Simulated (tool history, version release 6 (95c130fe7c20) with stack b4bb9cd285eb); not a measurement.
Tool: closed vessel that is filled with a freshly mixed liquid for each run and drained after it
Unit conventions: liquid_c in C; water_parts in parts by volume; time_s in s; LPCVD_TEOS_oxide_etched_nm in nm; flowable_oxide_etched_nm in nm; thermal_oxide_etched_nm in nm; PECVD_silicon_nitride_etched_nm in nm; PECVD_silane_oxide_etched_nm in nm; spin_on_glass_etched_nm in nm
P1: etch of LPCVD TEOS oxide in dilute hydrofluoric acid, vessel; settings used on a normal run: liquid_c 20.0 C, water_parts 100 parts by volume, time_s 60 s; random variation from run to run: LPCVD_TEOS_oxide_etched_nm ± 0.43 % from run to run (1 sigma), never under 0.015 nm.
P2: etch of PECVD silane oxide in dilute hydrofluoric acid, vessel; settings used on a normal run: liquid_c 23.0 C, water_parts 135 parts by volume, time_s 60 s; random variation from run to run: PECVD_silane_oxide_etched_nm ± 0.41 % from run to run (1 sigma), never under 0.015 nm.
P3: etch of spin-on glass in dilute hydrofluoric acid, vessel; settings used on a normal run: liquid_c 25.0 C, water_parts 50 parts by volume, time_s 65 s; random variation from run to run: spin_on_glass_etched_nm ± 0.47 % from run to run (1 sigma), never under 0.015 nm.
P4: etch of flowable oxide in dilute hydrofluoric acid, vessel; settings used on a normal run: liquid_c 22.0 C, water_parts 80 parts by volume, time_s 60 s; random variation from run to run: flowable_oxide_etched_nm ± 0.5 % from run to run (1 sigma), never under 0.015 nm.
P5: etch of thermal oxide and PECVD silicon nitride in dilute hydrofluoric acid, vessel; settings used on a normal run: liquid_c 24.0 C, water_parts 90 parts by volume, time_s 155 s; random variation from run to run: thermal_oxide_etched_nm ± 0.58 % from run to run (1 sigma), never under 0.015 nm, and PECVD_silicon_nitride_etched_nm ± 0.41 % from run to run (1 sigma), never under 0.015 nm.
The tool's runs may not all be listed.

| run | hour | process | liquid_c | water_parts | time_s | hours since the thermometer was replaced | hours since the hydrofluoric acid flow meter was replaced | LPCVD_TEOS_oxide_etched_nm | flowable_oxide_etched_nm | thermal_oxide_etched_nm | PECVD_silicon_nitride_etched_nm | PECVD_silane_oxide_etched_nm | spin_on_glass_etched_nm |
|---|---|---|---|---|---|---|---|---|---|---|---|---|---|
| 1 | 13.7 | P1 | 20.0 | 100 | 60 | 1791.3 | 65.6 | 15.9920 |  |  |  |  |  |
| 2 | 27.6 | P1 | 20.0 | 100 | 60 | 1805.2 | 79.5 | 15.9820 |  |  |  |  |  |
| 3 | 40.2 | P4 | 17.0 | 80 | 60 | 1817.8 | 92.1 |  | 31.792 |  |  |  |  |
| 4 | 51.4 | P5 | 32.5 | 90 | 155 | 1829.0 | 103.3 |  |  | 12.2570 | 9.8287 |  |  |
| 5 | 65.0 | P2 | 23.0 | 135 | 30 | 1842.6 | 116.9 |  |  |  |  | 3.1899 |  |
| 6 | 74.4 | P2 | 17.0 | 135 | 60 | 1852.0 | 126.3 |  |  |  |  | 4.9488 |  |
| 7 | 89.4 | P4 | 22.0 | 80 | 60 | 1867.0 | 141.3 |  | 39.186 |  |  |  |  |
| 8 | 101.8 | P1 | 20.0 | 45 | 60 | 1879.4 | 153.7 | 38.0170 |  |  |  |  |  |
| 9 | 114.7 | P2 | 23.0 | 35 | 60 | 1892.3 | 166.6 |  |  |  |  | 27.3480 |  |
| 10 | 125.1 | P1 | 20.0 | 100 | 60 | 1902.7 | 177.0 | 15.9960 |  |  |  |  |  |
| 11 | 141.1 | P1 | 20.0 | 100 | 60 | 1918.7 | 193.0 | 15.9710 |  |  |  |  |  |
| 12 | 149.0 | P5 | 24.0 | 90 | 155 | 1926.6 | 200.9 |  |  | 8.8088 | 5.7428 |  |  |
| 13 | 159.8 | P3 | 25.0 | 50 | 35 | 1937.4 | 211.7 |  |  |  |  |  | 18.921 |
| 14 | 171.5 | P1 | 20.0 | 100 | 60 | 1949.1 | 223.4 | 16.0340 |  |  |  |  |  |
| 15 | 185.6 | P4 | 22.0 | 20 | 60 | 1963.2 | 237.5 |  | 169.000 |  |  |  |  |
| 16 | 195.4 | P3 | 25.0 | 90 | 65 | 1973.0 | 247.3 |  |  |  |  |  | 18.510 |
| 17 | 210.7 | P1 | 20.0 | 100 | 35 | 1988.3 | 262.6 | 9.3465 |  |  |  |  |  |
| 18 | 224.1 | P1 | 20.0 | 100 | 60 | 2001.7 | 276.0 | 16.0680 |  |  |  |  |  |
| 19 | 231.9 | P1 | 20.0 | 100 | 60 | 2009.5 | 283.8 | 16.0050 |  |  |  |  |  |
| 20 | 243.3 | P1 | 17.0 | 100 | 60 | 2020.9 | 295.2 | 14.1060 |  |  |  |  |  |
| 21 | 253.5 | P3 | 20.5 | 50 | 65 | 2031.1 | 305.4 |  |  |  |  |  | 29.085 |
| 22 | 266.1 | P3 | 25.0 | 50 | 65 | 2043.7 | 318.0 |  |  |  |  |  | 35.003 |

The next listed run, before its measurement:
| 23 | 281.2 | P5 | 24.0 | 90 | 155 | 2058.8 | 333.1 |  |  | ? | ? |  |  |

thermal_oxide_etched_nm: 8.8220 nm
PECVD_silicon_nitride_etched_nm: 5.7516 nm
